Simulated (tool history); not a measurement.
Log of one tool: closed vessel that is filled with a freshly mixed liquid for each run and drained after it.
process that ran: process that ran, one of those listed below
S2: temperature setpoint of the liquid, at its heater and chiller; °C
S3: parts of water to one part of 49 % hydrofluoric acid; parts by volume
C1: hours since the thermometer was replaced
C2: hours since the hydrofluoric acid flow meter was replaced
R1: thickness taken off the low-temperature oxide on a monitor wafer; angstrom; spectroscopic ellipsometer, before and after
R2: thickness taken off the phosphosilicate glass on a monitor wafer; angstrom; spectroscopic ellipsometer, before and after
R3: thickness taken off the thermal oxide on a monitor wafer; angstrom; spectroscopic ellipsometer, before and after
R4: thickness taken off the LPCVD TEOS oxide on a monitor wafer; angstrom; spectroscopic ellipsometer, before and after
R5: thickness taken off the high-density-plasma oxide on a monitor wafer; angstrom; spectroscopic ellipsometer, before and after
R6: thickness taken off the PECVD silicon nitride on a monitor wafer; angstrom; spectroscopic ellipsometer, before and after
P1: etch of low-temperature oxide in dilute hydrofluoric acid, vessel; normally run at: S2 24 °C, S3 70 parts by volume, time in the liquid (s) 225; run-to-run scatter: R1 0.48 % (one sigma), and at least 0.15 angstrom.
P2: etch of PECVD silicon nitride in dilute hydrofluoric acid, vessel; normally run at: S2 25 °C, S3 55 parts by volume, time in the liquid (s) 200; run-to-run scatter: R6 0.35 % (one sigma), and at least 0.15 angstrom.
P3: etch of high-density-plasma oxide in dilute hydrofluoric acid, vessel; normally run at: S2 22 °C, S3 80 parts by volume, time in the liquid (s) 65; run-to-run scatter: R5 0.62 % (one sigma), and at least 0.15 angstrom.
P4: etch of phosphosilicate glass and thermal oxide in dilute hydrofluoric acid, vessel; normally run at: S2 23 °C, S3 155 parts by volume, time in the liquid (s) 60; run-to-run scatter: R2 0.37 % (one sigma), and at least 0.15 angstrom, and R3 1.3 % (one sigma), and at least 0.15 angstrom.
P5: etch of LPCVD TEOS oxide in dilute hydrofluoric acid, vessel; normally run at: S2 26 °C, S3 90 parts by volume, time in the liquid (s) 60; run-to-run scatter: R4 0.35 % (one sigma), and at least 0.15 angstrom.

{"run": 1, "hour": 8.0, "process that ran": "P1", "S2": 24, "S3": 70, "time in the liquid (s)": 225, "C1": 254.4, "C2": 423.6, "R1": 445.8}
{"run": 2, "hour": 23.0, "process that ran": "P1", "S2": 24, "S3": 70, "time in the liquid (s)": 225, "C1": 269.4, "C2": 438.6, "R1": 442.11}
{"run": 3, "hour": 38.0, "process that ran": "P1", "S2": 24, "S3": 110, "time in the liquid (s)": 225, "C1": 284.4, "C2": 453.6, "R1": 270.13}
{"run": 4, "hour": 50.6, "process that ran": "P4", "S2": 23, "S3": 155, "time in the liquid (s)": 60, "C1": 297, "C2": 466.2, "R2": 532.58, "R3": 16.512}
{"run": 5, "hour": 64.0, "process that ran": "P5", "S2": 26, "S3": 90, "time in the liquid (s)": 30, "C1": 310.4, "C2": 479.6, "R4": 75.257}
{"run": 6, "hour": 74.3, "process that ran": "P1", "S2": 31.5, "S3": 70, "time in the liquid (s)": 75, "C1": 320.7, "C2": 489.9, "R1": 197.96}
{"run": 7, "hour": 81.4, "process that ran": "P4", "S2": 23, "S3": 155, "time in the liquid (s)": 60, "C1": 327.8, "C2": 497, "R2": 534.06, "R3": 17.212}
{"run": 8, "hour": 96.5, "process that ran": "P3", "S2": 17, "S3": 80, "time in the liquid (s)": 65, "C1": 342.9, "C2": 512.1, "R5": 34.921}
{"run": 9, "hour": 105.4, "process that ran": "P3", "S2": 22, "S3": 125, "time in the liquid (s)": 65, "C1": 351.8, "C2": 521, "R5": 26.365}
{"run": 10, "hour": 112.7, "process that ran": "P2", "S2": 25, "S3": 55, "time in the liquid (s)": 95, "C1": 359.1, "C2": 528.3, "R6": 51.872}
{"run": 11, "hour": 125.0, "process that ran": "P4", "S2": 17, "S3": 155, "time in the liquid (s)": 60, "C1": 371.4, "C2": 540.6, "R2": 420.33, "R3": 13.356}
{"run": 12, "hour": 138.0, "process that ran": "P1", "S2": 24, "S3": 70, "time in the liquid (s)": 115, "C1": 384.4, "C2": 553.6, "R1": 227.56}
{"run": 13, "hour": 153.2, "process that ran": "P2", "S2": 17, "S3": 55, "time in the liquid (s)": 200, "C1": 399.6, "C2": 568.8, "R6": 63.154}
{"run": 14, "hour": 164.4, "process that ran": "P4", "S2": 23, "S3": 155, "time in the liquid (s)": 30, "C1": 410.8, "C2": 580, "R2": 267.27, "R3": 8.4944}
{"run": 15, "hour": 178.3, "process that ran": "P1", "S2": 24, "S3": 70, "time in the liquid (s)": 225, "C1": 424.7, "C2": 593.9, "R1": 442.38}
{"run": 16, "hour": 192.0, "process that ran": "P5", "S2": 26, "S3": 25, "time in the liquid (s)": 60, "C1": 438.4, "C2": 607.6, "R4": 587.61}
{"run": 17, "hour": 198.6, "process that ran": "P1", "S2": 24, "S3": 35, "time in the liquid (s)": 225, "C1": 445, "C2": 614.2, "R1": 925.94}
{"run": 18, "hour": 205.2, "process that ran": "P1", "S2": 24, "S3": 70, "time in the liquid (s)": 340, "C1": 451.6, "C2": 620.8, "R1": 677.12}
{"run": 19, "hour": 220.2, "process that ran": "P3", "S2": 22, "S3": 80, "time in the liquid (s)": 110, "C1": 466.6, "C2": 635.8, "R5": 72.472}
{"run": 20, "hour": 235.0, "process that ran": "P3", "S2": 22, "S3": 80, "time in the liquid (s)": 65, "C1": 481.4, "C2": 650.6, "R5": 43.017}
{"run": 21, "hour": 243.8, "process that ran": "P1", "S2": 17, "S3": 70, "time in the liquid (s)": 225, "C1": 490.2, "C2": 659.4, "R1": 327.8}
{"run": 22, "hour": 255.1, "process that ran": "P2", "S2": 25, "S3": 20, "time in the liquid (s)": 200, "C1": 501.5, "C2": 670.7, "R6": 292.56}
{"hour": 262.7, "done": "thermometer replaced"}
{"run": 23, "hour": 266.7, "process that ran": "P5", "S2": 32, "S3": 90, "time in the liquid (s)": 60, "C1": 4, "C2": 682.3, "R4": 188.99}
{"run": 24, "hour": 279.0, "process that ran": "P4", "S2": 23, "S3": 285, "time in the liquid (s)": 60, "C1": 16.3, "C2": 694.6, "R2": 253.46, "R3": 8.202}
{"run": 25, "hour": 292.8, "process that ran": "P1", "S2": 17, "S3": 105, "time in the liquid (s)": 225, "C1": 30.1, "C2": 708.4, "R1": 212.09}
{"run": 26, "hour": 307.4, "process that ran": "P3", "S2": 22, "S3": 80, "time in the liquid (s)": 65, "C1": 44.7, "C2": 723, "R5": 42.686}
{"run": 27, "hour": 320.0, "process that ran": "P1", "S2": 24, "S3": 70, "time in the liquid (s)": 225, "C1": 57.3, "C2": 735.6, "R1": 445.29}
{"run": 28, "hour": 326.5, "process that ran": "P2", "S2": 25, "S3": 55, "time in the liquid (s)": 200, "C1": 63.8, "C2": 742.1, "R6": 109.25}
{"run": 29, "hour": 340.2, "process that ran": "P1", "S2": 24, "S3": 70, "time in the liquid (s)": 225, "C1": 77.5, "C2": 755.8, "R1": 441.6}
{"run": 30, "hour": 350.5, "process that ran": "P1", "S2": 24, "S3": 70, "time in the liquid (s)": 225, "C1": 87.8, "C2": 766.1, "R1": 447.02}
{"run": 31, "hour": 361.8, "process that ran": "P1", "S2": 29, "S3": 70, "time in the liquid (s)": 440, "C1": 99.1, "C2": 777.4, "R1": 1062.2}
{"run": 32, "hour": 369.2, "process that ran": "P5", "S2": 26, "S3": 90, "time in the liquid (s)": 60, "C1": 106.5, "C2": 784.8, "R4": 150.15}

Run 33 comes next. What will it give?
{"run": 33, "hour": 375.8, "process that ran": "P1", "S2": 31, "S3": 70, "time in the liquid (s)": 225, "C1": 113.1, "C2": 791.4, "R1": "?"}

R1: 584.5 angstrom
